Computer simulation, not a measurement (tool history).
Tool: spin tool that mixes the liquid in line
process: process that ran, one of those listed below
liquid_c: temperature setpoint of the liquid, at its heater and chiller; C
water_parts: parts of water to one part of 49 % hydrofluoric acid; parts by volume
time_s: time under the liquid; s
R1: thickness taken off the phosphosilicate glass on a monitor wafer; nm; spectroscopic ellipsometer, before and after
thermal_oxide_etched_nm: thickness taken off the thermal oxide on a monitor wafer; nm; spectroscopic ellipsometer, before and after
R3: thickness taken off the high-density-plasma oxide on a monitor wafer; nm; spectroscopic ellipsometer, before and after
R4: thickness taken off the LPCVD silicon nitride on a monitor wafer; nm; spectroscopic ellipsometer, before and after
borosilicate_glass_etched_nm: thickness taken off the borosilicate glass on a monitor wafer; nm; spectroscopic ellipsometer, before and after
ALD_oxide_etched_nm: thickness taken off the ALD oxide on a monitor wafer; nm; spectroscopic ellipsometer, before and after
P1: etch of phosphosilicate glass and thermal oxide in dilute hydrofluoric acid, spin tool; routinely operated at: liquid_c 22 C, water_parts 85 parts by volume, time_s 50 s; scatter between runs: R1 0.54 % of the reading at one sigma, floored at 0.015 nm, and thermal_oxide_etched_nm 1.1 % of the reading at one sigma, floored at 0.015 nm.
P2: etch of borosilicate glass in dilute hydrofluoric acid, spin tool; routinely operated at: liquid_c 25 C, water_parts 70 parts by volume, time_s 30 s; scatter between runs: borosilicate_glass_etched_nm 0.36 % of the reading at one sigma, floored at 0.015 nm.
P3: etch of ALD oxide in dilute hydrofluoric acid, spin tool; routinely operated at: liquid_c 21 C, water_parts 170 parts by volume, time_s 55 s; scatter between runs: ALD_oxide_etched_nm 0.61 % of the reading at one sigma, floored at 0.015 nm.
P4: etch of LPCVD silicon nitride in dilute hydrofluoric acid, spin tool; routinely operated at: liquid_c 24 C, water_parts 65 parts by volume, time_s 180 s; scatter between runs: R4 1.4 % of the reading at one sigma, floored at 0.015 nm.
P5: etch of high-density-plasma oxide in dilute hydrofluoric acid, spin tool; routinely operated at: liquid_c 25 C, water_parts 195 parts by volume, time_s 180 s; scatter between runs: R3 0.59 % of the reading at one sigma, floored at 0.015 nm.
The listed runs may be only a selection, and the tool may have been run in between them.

{"run": 1, "hour": 10.0, "process": "P1", "liquid_c": 22, "water_parts": 85, "time_s": 50, "R1": 51.944, "thermal_oxide_etched_nm": 2.6238}
{"run": 2, "hour": 17.1, "process": "P5", "liquid_c": 25, "water_parts": 195, "time_s": 15, "R3": 0.35356}
{"run": 3, "hour": 25.2, "process": "P1", "liquid_c": 22, "water_parts": 125, "time_s": 50, "R1": 34.114, "thermal_oxide_etched_nm": 1.6427}
{"run": 4, "hour": 30.7, "process": "P1", "liquid_c": 22, "water_parts": 85, "time_s": 25, "R1": 25.942, "thermal_oxide_etched_nm": 1.3039}
{"run": 5, "hour": 38.6, "process": "P4", "liquid_c": 24, "water_parts": 65, "time_s": 180, "R4": 1.4671}
{"run": 6, "hour": 49.9, "process": "P2", "liquid_c": 25, "water_parts": 70, "time_s": 30, "borosilicate_glass_etched_nm": 11.083}
{"run": 7, "hour": 57.6, "process": "P3", "liquid_c": 21, "water_parts": 170, "time_s": 100, "ALD_oxide_etched_nm": 8.2998}
{"run": 8, "hour": 64.0, "process": "P1", "liquid_c": 22, "water_parts": 85, "time_s": 50, "R1": 52.745, "thermal_oxide_etched_nm": 2.617}
{"run": 9, "hour": 69.4, "process": "P5", "liquid_c": 32.5, "water_parts": 195, "time_s": 180, "R3": 5.6101}
{"run": 10, "hour": 75.6, "process": "P3", "liquid_c": 21, "water_parts": 170, "time_s": 55, "ALD_oxide_etched_nm": 4.4819}
{"run": 11, "hour": 81.1, "process": "P3", "liquid_c": 21, "water_parts": 85, "time_s": 55, "ALD_oxide_etched_nm": 9.9589}
{"run": 12, "hour": 92.2, "process": "P4", "liquid_c": 24, "water_parts": 65, "time_s": 305, "R4": 2.6261}
{"hour": 95.1, "done": "thermometer replaced"}
{"run": 13, "hour": 99.1, "process": "P4", "liquid_c": 24, "water_parts": 65, "time_s": 180, "R4": 1.4733}
{"run": 14, "hour": 110.2, "process": "P1", "liquid_c": 22, "water_parts": 50, "time_s": 50, "R1": 92.822, "thermal_oxide_etched_nm": 4.6975}
{"run": 15, "hour": 120.9, "process": "P1", "liquid_c": 25.5, "water_parts": 85, "time_s": 50, "R1": 60.376, "thermal_oxide_etched_nm": 3.0766}
{"run": 16, "hour": 131.6, "process": "P1", "liquid_c": 22, "water_parts": 85, "time_s": 50, "R1": 52.528, "thermal_oxide_etched_nm": 2.6267}
{"run": 17, "hour": 141.0, "process": "P1", "liquid_c": 22, "water_parts": 85, "time_s": 85, "R1": 88.559, "thermal_oxide_etched_nm": 4.5753}
{"run": 18, "hour": 151.8, "process": "P2", "liquid_c": 17, "water_parts": 70, "time_s": 30, "borosilicate_glass_etched_nm": 7.9624}
{"run": 19, "hour": 163.2, "process": "P1", "liquid_c": 18, "water_parts": 85, "time_s": 85, "R1": 75.731, "thermal_oxide_etched_nm": 3.822}
{"run": 20, "hour": 172.8, "process": "P5", "liquid_c": 25, "water_parts": 195, "time_s": 180, "R3": 4.2985}
{"run": 21, "hour": 179.0, "process": "P5", "liquid_c": 25, "water_parts": 60, "time_s": 180, "R3": 16.455}
{"run": 22, "hour": 186.2, "process": "P1", "liquid_c": 22, "water_parts": 85, "time_s": 50, "R1": 52.588, "thermal_oxide_etched_nm": 2.6343}
{"run": 23, "hour": 191.6, "process": "P4", "liquid_c": 28, "water_parts": 65, "time_s": 180, "R4": 1.9881}
{"run": 24, "hour": 201.4, "process": "P2", "liquid_c": 25, "water_parts": 70, "time_s": 15, "borosilicate_glass_etched_nm": 5.4994}
{"run": 25, "hour": 210.6, "process": "P4", "liquid_c": 24, "water_parts": 100, "time_s": 180, "R4": 1.0022}
{"run": 26, "hour": 218.1, "process": "P3", "liquid_c": 21, "water_parts": 170, "time_s": 55, "ALD_oxide_etched_nm": 4.5339}

What does the tool deliver on the next run?
{"run": 27, "hour": 227.9, "process": "P1", "liquid_c": 17, "water_parts": 85, "time_s": 50, "R1": "?", "thermal_oxide_etched_nm": "?"}

{"run 27": {"R1": 42.67, "thermal_oxide_etched_nm": 2.1908}}
